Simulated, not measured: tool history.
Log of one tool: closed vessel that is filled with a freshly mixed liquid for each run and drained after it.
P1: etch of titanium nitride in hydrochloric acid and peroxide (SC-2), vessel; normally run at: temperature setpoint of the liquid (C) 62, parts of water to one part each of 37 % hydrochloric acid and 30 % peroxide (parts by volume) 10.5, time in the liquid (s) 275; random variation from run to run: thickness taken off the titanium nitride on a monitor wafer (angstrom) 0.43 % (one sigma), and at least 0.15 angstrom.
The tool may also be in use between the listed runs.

run   hour  temperature setpoint of the liquid (C)  parts of water to one part each of 37 % hydrochloric acid and 30 % peroxide (parts by volume)  time in the liquid (s)  thickness taken off the titanium nitride on a monitor wafer (angstrom)
  1    9.9                                      62                                                                                           10.5                     275                                                                 118.180
  2   20.9                                      72                                                                                           10.5                      50                                                                  38.760
  3   34.5                                      62                                                                                           10.5                      75                                                                  31.656
  4   46.5                                      62                                                                                           10.5                     275                                                                 117.550
  5   59.6                                      62                                                                                           10.5                     275                                                                 116.150
  6   67.4                                      62                                                                                           10.5                     470                                                                 200.090
  7   75.8                                      62                                                                                           10.5                     275                                                                 116.600
  8   88.3                                      46                                                                                           10.5                     275                                                                  41.534
  9   98.0                                      62                                                                                           18.5                     275                                                                  71.710
 10  106.6                                      72                                                                                           10.5                     275                                                                 215.830
 11  120.9                                      62                                                                                           10.5                     275                                                                 117.760
 12  133.8                                      72                                                                                           10.5                     390                                                                 302.870
 13  145.9                                      72                                                                                           10.5                     170                                                                 132.970
 14  158.7                                      62                                                                                            4.5                     275                                                                 225.260
 15  166.8                                      62                                                                                           10.5                     275                                                                 117.120
 16  176.2                                      62                                                                                           10.5                     275                                                                 120.530
 17  188.3                                      62                                                                                           10.5                     275                                                                 122.300
 18  202.0                                      62                                                                                           10.5                     275                                                                 126.230
 19  215.2                                      62                                                                                           10.5                     275                                                                 127.210
 20  228.8                                      62                                                                                           10.5                     275                                                                 128.240
 21  242.5                                      62                                                                                           10.5                     275                                                                 128.100
 22  254.2                                      62                                                                                           10.5                     275                                                                 128.370
 23  268.5                                      62                                                                                           10.5                     275                                                                 127.750

What P1 gives has crept away from where it was. These 2 causes fit the log equally well, each at the size given:
A: liquid hotter than its thermometer reads (K) = 1.45
B: chemicals flow above the setpoint (%) = 11.3
The creep began at about hour 166.8.
Why every other cause is out:
peroxide weaker than its label (%): at most 8, which would move thickness taken off the titanium nitride on a monitor wafer (angstrom) by -7.4 %: too little, or the wrong way

4 check runs are offered, each on 3 wafers whose results are averaged, their results left as question marks. Which one tells the causes apart?
check 1  282.8                                    72.0                                                                                           10.5                     275                                                                       ?
check 2  282.8                                    54.0                                                                                            4.5                     275                                                                       ?
check 3  282.8                                    62.0                                                                                           16.0                     165                                                                       ?
check 4  282.8                                    52.5                                                                                           10.5                     275                                                                       ?

What each check would give under each cause:
  check                                                                  result     if A     if B
check 1  thickness taken off the titanium nitride on a monitor wafer (angstrom)  233.270  234.380
check 2  thickness taken off the titanium nitride on a monitor wafer (angstrom)  149.260  146.160
check 3  thickness taken off the titanium nitride on a monitor wafer (angstrom)   53.512   53.783
check 4  thickness taken off the titanium nitride on a monitor wafer (angstrom)   70.429   70.032
How far apart the two closest causes lie, in the result that separates them most: check 1 0.47 %; check 2 2.1 %; check 3 0.51 %; check 4 0.56 %
Check 2 tells the causes apart: in the others they would give nearly the same result.

Then check 2 was run and gave: thickness taken off the titanium nitride on a monitor wafer (angstrom) 145.910. Which cause is it?

It is B: chemicals flow above the setpoint (%).

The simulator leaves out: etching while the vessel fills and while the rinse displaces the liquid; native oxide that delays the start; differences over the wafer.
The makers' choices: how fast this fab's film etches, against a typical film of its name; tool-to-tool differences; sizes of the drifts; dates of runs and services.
